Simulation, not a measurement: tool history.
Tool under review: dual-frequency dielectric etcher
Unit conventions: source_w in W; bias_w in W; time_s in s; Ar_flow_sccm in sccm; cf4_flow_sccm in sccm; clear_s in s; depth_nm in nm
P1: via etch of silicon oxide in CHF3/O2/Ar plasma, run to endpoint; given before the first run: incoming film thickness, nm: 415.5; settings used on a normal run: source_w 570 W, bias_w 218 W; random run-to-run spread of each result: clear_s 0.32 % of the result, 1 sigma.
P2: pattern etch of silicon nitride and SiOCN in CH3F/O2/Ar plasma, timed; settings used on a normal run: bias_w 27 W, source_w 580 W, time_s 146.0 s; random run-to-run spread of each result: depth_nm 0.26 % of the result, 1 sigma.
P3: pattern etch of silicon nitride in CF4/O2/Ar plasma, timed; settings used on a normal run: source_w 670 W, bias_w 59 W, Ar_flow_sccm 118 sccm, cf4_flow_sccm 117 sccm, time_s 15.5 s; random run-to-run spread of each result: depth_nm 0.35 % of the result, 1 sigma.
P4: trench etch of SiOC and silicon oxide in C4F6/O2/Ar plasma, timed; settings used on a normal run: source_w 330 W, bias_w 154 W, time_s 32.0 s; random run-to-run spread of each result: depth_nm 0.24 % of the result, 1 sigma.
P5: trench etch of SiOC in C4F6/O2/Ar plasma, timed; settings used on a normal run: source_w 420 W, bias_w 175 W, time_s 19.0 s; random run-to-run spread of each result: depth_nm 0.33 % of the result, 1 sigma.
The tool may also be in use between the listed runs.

run   hour  process  source_w  bias_w  time_s  Ar_flow_sccm  cf4_flow_sccm  hours since the last wet clean  hours since the last source power generator calibration  hours since the last bias power generator calibration  clear_s  depth_nm
  1    7.2       P1       570     218                                                                422.3                                                   1678.8                                                 3699.1   210.75
  2   16.1       P4       330     154    32.0                                                        431.2                                                   1687.7                                                 3708.0             55.902
  3   24.1       P4       330      92    32.0                                                        439.2                                                   1695.7                                                 3716.0             48.252
  4   31.7       P5       420     175    19.0                                                        446.8                                                   1703.3                                                 3723.6             39.751
  5   39.7       P1       570     218                                                                454.8                                                   1711.3                                                 3731.6   209.07
  6   46.8       P3       950      59    15.5           118            117                           461.9                                                   1718.4                                                 3738.7             55.309
  7   53.8       P1       460     265                                                                468.9                                                   1725.4                                                 3745.7   212.90
  8   60.8       P2       740      27   146.0                                                        475.9                                                   1732.4                                                 3752.7             26.239
  9   68.5       P1       570     218                                                                483.6                                                   1740.1                                                 3760.4   210.74
 10   77.1       P2       580      27   146.0                                                        492.2                                                   1748.7                                                 3769.0             24.072
 11   84.0       P1       450     218                                                                499.1                                                   1755.6                                                 3775.9   229.47
 12   92.3       P1       570     171                                                                507.4                                                   1763.9                                                 3784.2   229.15
 13   98.0       P1       450     283                                                                513.1                                                   1769.6                                                 3789.9   210.11
 14  105.5       P4       450     154    32.0                                                        520.6                                                   1777.1                                                 3797.4             63.183
 15  112.1       P2       580      27   146.0                                                        527.2                                                   1783.7                                                 3804.0             24.122
 16  118.7       P3       670      59    15.5           118            157                           533.8                                                   1790.3                                                 3810.6             41.858
 17  123.0       P5       420     232    19.0                                                        538.1                                                   1794.6                                                 3814.9             43.298
 18  132.0       P2       580      16   146.0                                                        547.1                                                   1803.6                                                 3823.9             19.353
 19  138.2       P1       570     261                                                                553.3                                                   1809.8                                                 3830.1   198.13
 20  142.3       P3       670      59    15.5           118            117                           557.4                                                   1813.9                                                 3834.2             40.536
 21  149.0       P1       570     218                                                                564.1                                                   1820.6                                                 3840.9   210.60
 22  157.5       P1       800     218                                                                572.6                                                   1829.1                                                 3849.4   185.04
 23  165.0       P1       570     218                                                                580.1                                                   1836.6                                                 3856.9   210.13
 24  172.6       P1       570     218                                                                587.7                                                   1844.2                                                 3864.5   209.45
 25  177.9       P5       420     175    10.5                                                        593.0                                                   1849.5                                                 3869.8             21.890
 26  186.5       P1       410     151                                                                601.6                                                   1858.1                                                 3878.4   269.10
 27  194.8       P3       670      59    21.5           118            117                           609.9                                                   1866.4                                                 3886.7             56.420
 28  202.3       P3       670      34    15.5           118            117                           617.4                                                   1873.9                                                 3894.2             33.474
 29  207.3       P3       670      59    15.5           118            117                           622.4                                                   1878.9                                                 3899.2             40.378
 30  213.1       P2       580      27   104.5                                                        628.2                                                   1884.7                                                 3905.0             17.292
 31  221.8       P5       420     175    19.0                                                        636.9                                                   1893.4                                                 3913.7             39.583
 32  226.6       P5       590     175    19.0                                                        641.7                                                   1898.2                                                 3918.5             45.190
 33  233.5       P3       670      59    15.5            69            117                           648.6                                                   1905.1                                                 3925.4             43.046
 34  238.8       P4       330     154    47.5                                                        653.9                                                   1910.4                                                 3930.7             83.279
 35  246.3       P1       570     218                                                                661.4                                                   1917.9                                                 3938.2   210.52
 36  254.8       P1       570     218                                                                669.9                                                   1926.4                                                 3946.7   212.39
 37  260.2       P1       570     218                                                                675.3                                                   1931.8                                                 3952.1   212.33
     268.1  -- wet clean of the chamber
 38  268.3       P1       570     218                                                                  0.3                                                   1939.9                                                 3960.2   213.60
 39  274.0       P1       570     218                                                                  6.0                                                   1945.6                                                 3965.9   215.73
 40  282.9       P1       570     218                                                                 14.9                                                   1954.5                                                 3974.8   213.91
 41  290.7       P1       570     218                                                                 22.7                                                   1962.3                                                 3982.6   214.48
 42  297.6       P1       570     218                                                                 29.6                                                   1969.2                                                 3989.5   213.81

The log shows P1 creeping away from where it was. Any of the 2 causes listed here, at the size stated for it, fits the log just as well as the others:
A: source power that arrives under what is set, % = 4.13
B: bias power that arrives under what is set, % = 4.47
The drift started at roughly hour 246.3.
Every other cause this tool's parts could produce, and why it does not fit the log:
chamber walls in a state that lowers the etch rate, %: serviced at hour 268.1, after the drift had started, without restoring the earlier output

Which of the check runs below tells the causes apart, meaning the causes would give it clearly different results? Each run uses 2 wafers whose results are averaged, and each result is shown as a question mark.
check 1  304.5       P5       510     175    15.5                                                                                                                                                                                               ?
check 2  304.5       P2       580      20   146.0                                                                                                                                                                                               ?
check 3  304.5       P3       670      41    18.5           118            117                                                                                                                                                                  ?
check 4  304.5       P4       400     154    39.0                                                                                                                                                                                               ?

If the cause were each of the candidates in turn, the checks would give the following:
  check    result    if A    if B
check 1  depth_nm  34.271  34.356
check 2  depth_nm  20.844  20.755
check 3  depth_nm  40.990  41.866
check 4  depth_nm  72.361  72.554
Smallest distance between any two causes, each pair judged by its most separating result, in per cent: check 1 0.25 %; check 2 0.43 %; check 3 2.12 %; check 4 0.27 %
Of the check runs offered, only check 3 discriminates between the causes; the rest would read about the same regardless of which cause applies.

Running check 3 produced the following: depth_nm 41.727 nm. Which one of the listed causes fits?

It is B: bias power that arrives under what is set, %.

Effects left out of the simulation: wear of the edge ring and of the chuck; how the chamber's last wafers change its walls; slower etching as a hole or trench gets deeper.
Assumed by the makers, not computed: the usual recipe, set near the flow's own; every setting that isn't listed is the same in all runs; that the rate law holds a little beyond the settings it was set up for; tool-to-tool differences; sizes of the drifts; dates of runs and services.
